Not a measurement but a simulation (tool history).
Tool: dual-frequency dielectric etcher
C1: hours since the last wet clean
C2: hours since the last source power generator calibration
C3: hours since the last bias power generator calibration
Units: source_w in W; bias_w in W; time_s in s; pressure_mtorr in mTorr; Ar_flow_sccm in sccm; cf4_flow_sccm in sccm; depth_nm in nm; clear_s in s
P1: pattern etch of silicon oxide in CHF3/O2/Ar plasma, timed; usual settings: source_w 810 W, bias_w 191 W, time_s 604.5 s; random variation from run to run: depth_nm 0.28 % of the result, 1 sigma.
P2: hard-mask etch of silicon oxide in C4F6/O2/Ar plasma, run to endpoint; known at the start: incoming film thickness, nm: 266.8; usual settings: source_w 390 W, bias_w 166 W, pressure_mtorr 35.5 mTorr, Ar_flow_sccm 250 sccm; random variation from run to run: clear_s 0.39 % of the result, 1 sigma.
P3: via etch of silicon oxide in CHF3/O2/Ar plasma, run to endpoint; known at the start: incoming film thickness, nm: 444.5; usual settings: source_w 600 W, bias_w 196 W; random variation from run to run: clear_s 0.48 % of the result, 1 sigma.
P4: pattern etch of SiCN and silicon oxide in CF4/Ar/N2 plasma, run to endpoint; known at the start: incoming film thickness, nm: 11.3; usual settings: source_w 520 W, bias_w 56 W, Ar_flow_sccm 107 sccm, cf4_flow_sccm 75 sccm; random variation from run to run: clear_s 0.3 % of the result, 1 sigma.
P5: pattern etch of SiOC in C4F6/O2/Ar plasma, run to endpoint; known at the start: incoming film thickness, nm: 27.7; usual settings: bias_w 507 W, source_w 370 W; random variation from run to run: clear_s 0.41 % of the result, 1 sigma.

run 1 hour=10.1 | process=P1 source_w=810 bias_w=191 time_s=604.5 | C1=138.1 C2=2234.2 C3=2085.5 | depth_nm=1346.00
run 2 hour=22.3 | process=P1 source_w=810 bias_w=191 time_s=604.5 | C1=150.3 C2=2246.4 C3=2097.7 | depth_nm=1346.60
run 3 hour=34.8 | process=P2 source_w=530 bias_w=166 pressure_mtorr=35.5 Ar_flow_sccm=250 | C1=162.8 C2=2258.9 C3=2110.2 | clear_s=77.6180
run 4 hour=44.7 | process=P2 source_w=390 bias_w=166 pressure_mtorr=45.5 Ar_flow_sccm=250 | C1=172.7 C2=2268.8 C3=2120.1 | clear_s=90.1040
run 5 hour=51.5 | process=P4 source_w=520 bias_w=56 Ar_flow_sccm=107 cf4_flow_sccm=75 | C1=179.5 C2=2275.6 C3=2126.9 | clear_s=12.5940
run 6 hour=58.0 | process=P4 source_w=520 bias_w=56 Ar_flow_sccm=107 cf4_flow_sccm=75 | C1=186.0 C2=2282.1 C3=2133.4 | clear_s=12.5810
run 7 hour=70.6 | process=P3 source_w=800 bias_w=196 | C1=198.6 C2=2294.7 C3=2146.0 | clear_s=189.6500
run 8 hour=80.6 | process=P1 source_w=810 bias_w=255 time_s=604.5 | C1=208.6 C2=2304.7 C3=2156.0 | depth_nm=1486.90
run 9 hour=94.5 | process=P5 source_w=370 bias_w=507 | C1=222.5 C2=2318.6 C3=2169.9 | clear_s=9.3167
run 10 hour=106.7 | process=P5 source_w=370 bias_w=342 | C1=234.7 C2=2330.8 C3=2182.1 | clear_s=10.7850
run 11 hour=117.8 | process=P1 source_w=810 bias_w=191 time_s=434.5 | C1=245.8 C2=2341.9 C3=2193.2 | depth_nm=972.34
run 12 hour=129.2 | process=P1 source_w=580 bias_w=191 time_s=604.5 | C1=257.2 C2=2353.3 C3=2204.6 | depth_nm=1186.20
run 13 hour=141.3 | process=P1 source_w=810 bias_w=191 time_s=799.5 | C1=269.3 C2=2365.4 C3=2216.7 | depth_nm=1783.50
run 14 hour=153.4 | process=P4 source_w=520 bias_w=56 Ar_flow_sccm=73 cf4_flow_sccm=75 | C1=281.4 C2=2377.5 C3=2228.8 | clear_s=11.9230
run 15 hour=166.2 | process=P1 source_w=810 bias_w=155 time_s=604.5 | C1=294.2 C2=2390.3 C3=2241.6 | depth_nm=1258.40
run 16 hour=173.7 | process=P4 source_w=320 bias_w=56 Ar_flow_sccm=107 cf4_flow_sccm=75 | C1=301.7 C2=2397.8 C3=2249.1 | clear_s=19.3470
run 17 hour=188.2 | process=P1 source_w=810 bias_w=191 time_s=604.5 | C1=316.2 C2=2412.3 C3=2263.6 | depth_nm=1343.90
run 18 hour=198.4 | process=P2 source_w=390 bias_w=106 pressure_mtorr=35.5 Ar_flow_sccm=250 | C1=326.4 C2=2422.5 C3=2273.8 | clear_s=99.4460
run 19 hour=206.0 | process=P5 source_w=230 bias_w=507 | C1=334.0 C2=2430.1 C3=2281.4 | clear_s=11.0800
run 20 hour=216.3 | process=P3 source_w=600 bias_w=254 | C1=344.3 C2=2440.4 C3=2291.7 | clear_s=194.2000

Forecast run 21:
run 21 hour=230.2 | process=P4 source_w=520 bias_w=56 Ar_flow_sccm=107 cf4_flow_sccm=60 | C1=358.2 C2=2454.3 C3=2305.6 | clear_s=?

clear_s: 13.1800 s
